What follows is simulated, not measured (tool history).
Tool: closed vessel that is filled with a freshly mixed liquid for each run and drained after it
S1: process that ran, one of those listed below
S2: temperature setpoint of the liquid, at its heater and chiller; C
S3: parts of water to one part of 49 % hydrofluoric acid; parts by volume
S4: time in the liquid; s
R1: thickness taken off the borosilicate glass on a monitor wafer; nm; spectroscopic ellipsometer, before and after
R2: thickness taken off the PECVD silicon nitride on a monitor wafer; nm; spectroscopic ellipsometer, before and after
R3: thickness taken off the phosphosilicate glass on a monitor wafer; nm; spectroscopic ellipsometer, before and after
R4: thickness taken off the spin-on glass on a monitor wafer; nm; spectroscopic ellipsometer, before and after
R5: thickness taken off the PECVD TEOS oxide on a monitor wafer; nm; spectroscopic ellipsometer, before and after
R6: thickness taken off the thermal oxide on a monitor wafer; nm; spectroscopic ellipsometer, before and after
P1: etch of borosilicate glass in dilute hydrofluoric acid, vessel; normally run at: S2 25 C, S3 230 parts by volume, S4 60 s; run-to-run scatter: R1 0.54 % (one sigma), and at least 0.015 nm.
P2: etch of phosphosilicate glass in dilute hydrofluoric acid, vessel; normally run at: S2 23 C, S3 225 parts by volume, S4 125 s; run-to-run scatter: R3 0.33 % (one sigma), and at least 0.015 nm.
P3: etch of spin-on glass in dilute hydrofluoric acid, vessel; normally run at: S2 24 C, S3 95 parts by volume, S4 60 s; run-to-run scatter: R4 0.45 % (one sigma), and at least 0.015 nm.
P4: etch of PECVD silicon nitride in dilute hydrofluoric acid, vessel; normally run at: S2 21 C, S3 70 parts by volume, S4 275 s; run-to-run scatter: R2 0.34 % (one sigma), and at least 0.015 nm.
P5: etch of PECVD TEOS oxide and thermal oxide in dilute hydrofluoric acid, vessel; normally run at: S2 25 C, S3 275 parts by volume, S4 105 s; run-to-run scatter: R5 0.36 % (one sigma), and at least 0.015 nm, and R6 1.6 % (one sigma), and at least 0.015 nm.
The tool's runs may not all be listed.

run,hour,S1,S2,S3,S4,R1,R2,R3,R4,R5,R6
1,12.4,P1,25,230,60,9.127,,,,,
2,30.4,P1,25,230,60,9.1354,,,,,
3,45.7,P4,27.5,70,275,,27.238,,,,
4,63.4,P2,23,365,125,,,14.902,,,
5,78.3,P3,30.5,95,60,,,,33.546,,
6,89.5,P3,24,95,60,,,,25.839,,
7,100.2,P1,25,355,100,8.7327,,,,,
8,108.5,P1,31.5,230,60,11.402,,,,,
9,118,P1,20.5,365,60,4.2799,,,,,
10,127.2,P4,21,70,275,,17.618,,,,
11,138.3,P5,25,275,105,,,,,9.3423,1.5481
12,156.5,P4,21,70,275,,17.719,,,,
13,166,P1,25,230,60,9.088,,,,,
14,177.8,P2,23,225,125,,,27.819,,,
15,195.9,P1,25,55,60,46.936,,,,,
16,212,P1,25,230,60,9.0124,,,,,
17,226.9,P1,17,230,60,6.6558,,,,,
18,237.9,P5,25,275,105,,,,,9.3265,1.5768
19,254.8,P1,25,315,60,6.0702,,,,,
20,270.2,P3,24,95,115,,,,49.636,,
21,285.9,P1,25,230,60,9.0719,,,,,
22,298.6,P5,25,90,105,,,,,35.332,5.8283
23,315.8,P5,32.5,275,105,,,,,12.089,1.9579
24,332.7,P2,28.5,225,125,,,33.744,,,
25,348.6,P3,24,175,60,,,,12.975,,
26,357.7,P1,25,230,30,4.4424,,,,,
27,366.3,P1,25,230,95,14.261,,,,,
28,384.1,P2,23,225,30,,,6.6156,,,
29,399.1,P1,25,230,60,9.0247,,,,,
30,414.9,P4,21,30,275,,40.349,,,,
31,425.8,P1,25,330,30,2.8367,,,,,
32,436.4,P4,21,70,545,,34.802,,,,
33,454.8,P5,25,275,200,,,,,17.818,2.9698
34,466.9,P1,25,230,60,9.0113,,,,,
35,477.9,P1,25,230,60,9.2385,,,,,
36,492.1,P1,25,230,60,9.6717,,,,,
37,508.7,P1,25,230,60,9.6785,,,,,
38,520.4,P1,25,230,60,9.8439,,,,,
39,534.3,P1,25,230,60,9.8378,,,,,
40,544.8,P1,25,230,60,9.9059,,,,,
41,555.1,P1,25,230,60,9.891,,,,,
42,564.2,P1,25,230,60,9.8689,,,,,

What P1 gives has crept away from where it was. These 2 causes fit the log equally well, each at the size given:
A: liquid hotter than its thermometer reads (K) = 2.38
B: hydrofluoric acid flow above the setpoint (%) = 7
The creep began at about hour 466.9.

4 check runs are offered, one wafer each, their results left as question marks. Which one tells the causes apart?
check 1,573.3,P4,26,70,275,,?,,,,
check 2,573.3,P2,27,225,55,,,?,,,
check 3,573.3,P3,24,175,60,,,,?,,
check 4,573.3,P5,25,160,195,,,,,?,?

What each check would give under each cause:
check,result,if A,if B
check 1,R2,28.887,26.447
check 2,R3,15.266,15.294
check 3,R4,14,13.89
check 4,R5,37.011,36.698
check 4,R6,6.1459,6.094
How far apart the two closest causes lie, in the result that separates them most: check 1 8.83 %; check 2 0.18 %; check 3 0.79 %; check 4 0.85 %
Check 1 tells the causes apart: in the others they would give nearly the same result.

Then check 1 was run and gave: R2 28.942 nm. Which cause is it?

It is A: liquid hotter than its thermometer reads (K).

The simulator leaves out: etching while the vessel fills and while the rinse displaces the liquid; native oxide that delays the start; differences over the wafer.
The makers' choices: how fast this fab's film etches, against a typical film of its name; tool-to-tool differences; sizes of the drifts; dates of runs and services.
